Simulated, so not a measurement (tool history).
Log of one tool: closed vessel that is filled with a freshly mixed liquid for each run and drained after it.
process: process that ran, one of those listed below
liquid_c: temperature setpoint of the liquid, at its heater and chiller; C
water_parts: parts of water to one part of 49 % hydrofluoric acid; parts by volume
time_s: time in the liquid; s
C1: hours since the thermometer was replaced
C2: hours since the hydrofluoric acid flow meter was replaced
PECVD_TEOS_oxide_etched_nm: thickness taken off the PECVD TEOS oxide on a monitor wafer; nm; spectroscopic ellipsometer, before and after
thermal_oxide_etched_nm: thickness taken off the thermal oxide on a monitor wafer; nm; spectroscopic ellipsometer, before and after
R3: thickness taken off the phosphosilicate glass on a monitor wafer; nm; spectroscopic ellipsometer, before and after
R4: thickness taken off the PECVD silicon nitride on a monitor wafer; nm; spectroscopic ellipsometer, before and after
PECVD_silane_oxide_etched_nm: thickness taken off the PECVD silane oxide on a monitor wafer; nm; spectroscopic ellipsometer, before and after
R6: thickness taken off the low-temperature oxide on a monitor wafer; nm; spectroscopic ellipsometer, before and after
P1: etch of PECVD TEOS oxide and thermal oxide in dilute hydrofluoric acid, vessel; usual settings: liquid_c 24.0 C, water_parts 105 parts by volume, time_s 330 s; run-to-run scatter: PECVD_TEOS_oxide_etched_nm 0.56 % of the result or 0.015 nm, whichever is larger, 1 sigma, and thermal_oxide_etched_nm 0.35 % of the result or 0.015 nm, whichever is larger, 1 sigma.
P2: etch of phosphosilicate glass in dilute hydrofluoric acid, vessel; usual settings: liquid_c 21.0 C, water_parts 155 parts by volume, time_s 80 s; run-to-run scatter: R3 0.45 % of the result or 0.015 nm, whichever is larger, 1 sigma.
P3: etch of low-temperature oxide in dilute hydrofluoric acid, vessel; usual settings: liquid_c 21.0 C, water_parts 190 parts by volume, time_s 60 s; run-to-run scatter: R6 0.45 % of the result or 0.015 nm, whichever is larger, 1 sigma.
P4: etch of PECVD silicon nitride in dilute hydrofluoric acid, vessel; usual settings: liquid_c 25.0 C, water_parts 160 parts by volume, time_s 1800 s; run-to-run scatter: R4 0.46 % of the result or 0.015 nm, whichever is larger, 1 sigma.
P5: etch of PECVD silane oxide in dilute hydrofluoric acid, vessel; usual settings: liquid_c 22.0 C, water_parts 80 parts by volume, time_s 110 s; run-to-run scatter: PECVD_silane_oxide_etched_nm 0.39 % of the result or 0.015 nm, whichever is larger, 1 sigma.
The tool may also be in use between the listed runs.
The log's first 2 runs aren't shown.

run 3 hour=22.6 | process=P4 liquid_c=25.0 water_parts=160 time_s=3220 | C1=464.6 C2=315.7 | R4=49.448
run 4 hour=29.0 | process=P1 liquid_c=24.0 water_parts=105 time_s=330 | C1=471.0 C2=322.1 | PECVD_TEOS_oxide_etched_nm=49.492 thermal_oxide_etched_nm=15.6360
run 5 hour=39.3 | process=P5 liquid_c=22.0 water_parts=140 time_s=110 | C1=481.3 C2=332.4 | PECVD_silane_oxide_etched_nm=10.473
run 6 hour=45.3 | process=P3 liquid_c=21.0 water_parts=190 time_s=100 | C1=487.3 C2=338.4 | R6=15.0620
run 7 hour=50.2 | process=P2 liquid_c=21.0 water_parts=270 time_s=80 | C1=492.2 C2=343.3 | R3=23.310
run 8 hour=57.4 | process=P1 liquid_c=24.0 water_parts=155 time_s=330 | C1=499.4 C2=350.5 | PECVD_TEOS_oxide_etched_nm=31.522 thermal_oxide_etched_nm=10.0150
run 9 hour=62.7 | process=P4 liquid_c=25.0 water_parts=100 time_s=1800 | C1=504.7 C2=355.8 | R4=44.020
run 10 hour=70.9 | process=P1 liquid_c=24.0 water_parts=105 time_s=505 | C1=512.9 C2=364.0 | PECVD_TEOS_oxide_etched_nm=75.194 thermal_oxide_etched_nm=24.1720
run 11 hour=78.2 | process=P4 liquid_c=25.0 water_parts=160 time_s=1800 | C1=520.2 C2=371.3 | R4=27.658
run 12 hour=82.7 | process=P1 liquid_c=24.0 water_parts=105 time_s=330 | C1=524.7 C2=375.8 | PECVD_TEOS_oxide_etched_nm=49.662 thermal_oxide_etched_nm=15.7610
run 13 hour=92.6 | process=P2 liquid_c=21.0 water_parts=155 time_s=80 | C1=534.6 C2=385.7 | R3=45.216
run 14 hour=99.2 | process=P1 liquid_c=24.0 water_parts=105 time_s=330 | C1=541.2 C2=392.3 | PECVD_TEOS_oxide_etched_nm=49.121 thermal_oxide_etched_nm=15.7180
run 15 hour=105.0 | process=P3 liquid_c=29.0 water_parts=190 time_s=60 | C1=547.0 C2=398.1 | R6=12.0510
run 16 hour=110.0 | process=P3 liquid_c=21.0 water_parts=190 time_s=60 | C1=552.0 C2=403.1 | R6=9.0746
run 17 hour=114.6 | process=P5 liquid_c=22.0 water_parts=80 time_s=200 | C1=556.6 C2=407.7 | PECVD_silane_oxide_etched_nm=35.718
run 18 hour=120.8 | process=P1 liquid_c=28.0 water_parts=180 time_s=330 | C1=562.8 C2=413.9 | PECVD_TEOS_oxide_etched_nm=30.633 thermal_oxide_etched_nm=9.7563
run 19 hour=125.5 | process=P5 liquid_c=22.0 water_parts=80 time_s=110 | C1=567.5 C2=418.6 | PECVD_silane_oxide_etched_nm=19.751
run 20 hour=131.6 | process=P2 liquid_c=17.0 water_parts=155 time_s=80 | C1=573.6 C2=424.7 | R3=38.816
run 21 hour=136.5 | process=P4 liquid_c=18.5 water_parts=160 time_s=1800 | C1=578.5 C2=429.6 | R4=18.089
run 22 hour=141.3 | process=P5 liquid_c=30.5 water_parts=80 time_s=110 | C1=583.3 C2=434.4 | PECVD_silane_oxide_etched_nm=27.422
run 23 hour=151.5 | process=P1 liquid_c=24.0 water_parts=35 time_s=330 | C1=593.5 C2=444.6 | PECVD_TEOS_oxide_etched_nm=162.930 thermal_oxide_etched_nm=51.8990
run 24 hour=158.2 | process=P3 liquid_c=21.0 water_parts=100 time_s=60 | C1=600.2 C2=451.3 | R6=19.0510
run 25 hour=167.2 | process=P5 liquid_c=22.0 water_parts=80 time_s=110 | C1=609.2 C2=460.3 | PECVD_silane_oxide_etched_nm=19.710
run 26 hour=175.8 | process=P2 liquid_c=21.0 water_parts=155 time_s=160 | C1=617.8 C2=468.9 | R3=90.786
run 27 hour=183.5 | process=P4 liquid_c=25.0 water_parts=160 time_s=1800 | C1=625.5 C2=476.6 | R4=27.593

Run 28 comes next. What will it give?
run 28 hour=190.6 | process=P1 liquid_c=24.0 water_parts=105 time_s=330 | C1=632.6 C2=483.7 | PECVD_TEOS_oxide_etched_nm=? thermal_oxide_etched_nm=?

Run 28 gave PECVD_TEOS_oxide_etched_nm 49.756 nm, thermal_oxide_etched_nm 15.7700 nm.
